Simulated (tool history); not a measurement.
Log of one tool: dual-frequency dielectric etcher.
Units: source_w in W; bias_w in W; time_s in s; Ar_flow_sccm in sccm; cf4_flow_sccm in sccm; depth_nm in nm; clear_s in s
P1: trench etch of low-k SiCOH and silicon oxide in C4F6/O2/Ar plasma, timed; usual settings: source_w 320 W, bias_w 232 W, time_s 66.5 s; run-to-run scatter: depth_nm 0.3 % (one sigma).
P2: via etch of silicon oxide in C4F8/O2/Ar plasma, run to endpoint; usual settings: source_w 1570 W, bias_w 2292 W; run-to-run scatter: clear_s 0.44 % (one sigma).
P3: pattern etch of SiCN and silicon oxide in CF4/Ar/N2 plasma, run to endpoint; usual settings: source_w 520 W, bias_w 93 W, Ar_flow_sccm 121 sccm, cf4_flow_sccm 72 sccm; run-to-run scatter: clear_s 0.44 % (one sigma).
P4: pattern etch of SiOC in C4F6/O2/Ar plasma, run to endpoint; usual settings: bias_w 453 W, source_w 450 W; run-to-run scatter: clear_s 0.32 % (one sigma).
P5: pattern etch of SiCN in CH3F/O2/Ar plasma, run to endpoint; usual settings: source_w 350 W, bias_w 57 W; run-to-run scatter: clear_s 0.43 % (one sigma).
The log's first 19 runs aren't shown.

Run 20, hour 231.3: process P1, source_w 320 W, bias_w 232 W, time_s 66.5 s. Result: depth_nm 212.04 nm.
Run 21, hour 242.5: process P4, source_w 450 W, bias_w 453 W. Result: clear_s 16.26 s.
Run 22, hour 252: process P1, source_w 320 W, bias_w 319 W, time_s 92 s. Result: depth_nm 329.38 nm.
Run 23, hour 263.8: process P1, source_w 320 W, bias_w 232 W, time_s 51 s. Result: depth_nm 162.49 nm.
Run 24, hour 274.9: process P3, source_w 320 W, bias_w 93 W, Ar_flow_sccm 121 sccm, cf4_flow_sccm 72 sccm. Result: clear_s 13.555 s.
Run 25, hour 283.5: process P1, source_w 320 W, bias_w 232 W, time_s 82 s. Result: depth_nm 261.51 nm.
Run 26, hour 298.5: process P3, source_w 520 W, bias_w 93 W, Ar_flow_sccm 121 sccm, cf4_flow_sccm 56 sccm. Result: clear_s 9.1597 s.
Run 27, hour 310.3: process P3, source_w 520 W, bias_w 93 W, Ar_flow_sccm 74 sccm, cf4_flow_sccm 72 sccm. Result: clear_s 8.2879 s.
Run 28, hour 322.4: process P1, source_w 320 W, bias_w 232 W, time_s 66.5 s. Result: depth_nm 212.19 nm.
Run 29, hour 333.5: process P5, source_w 200 W, bias_w 57 W. Result: clear_s 27.099 s.
Run 30, hour 341.9: process P1, source_w 320 W, bias_w 232 W, time_s 66.5 s. Result: depth_nm 213.14 nm.
Run 31, hour 358.4: process P1, source_w 320 W, bias_w 232 W, time_s 66.5 s. Result: depth_nm 214.84 nm.
Run 32, hour 371.3: process P1, source_w 320 W, bias_w 232 W, time_s 66.5 s. Result: depth_nm 214.21 nm.
Run 33, hour 381.3: process P1, source_w 320 W, bias_w 232 W, time_s 66.5 s. Result: depth_nm 214.23 nm.
At hour 385.5: wet clean of the chamber.
Run 34, hour 390.5: process P1, source_w 320 W, bias_w 232 W, time_s 66.5 s. Result: depth_nm 214.17 nm.
Run 35, hour 400.1: process P1, source_w 320 W, bias_w 232 W, time_s 66.5 s. Result: depth_nm 213.98 nm.
Run 36, hour 412.5: process P1, source_w 320 W, bias_w 232 W, time_s 66.5 s. Result: depth_nm 215.38 nm.

Run 37 comes next. What will it give?
Run 37, hour 424: process P1, source_w 320 W, bias_w 232 W, time_s 66.5 s. Result: depth_nm ?.

{"run 37": {"depth_nm": 215.75}}
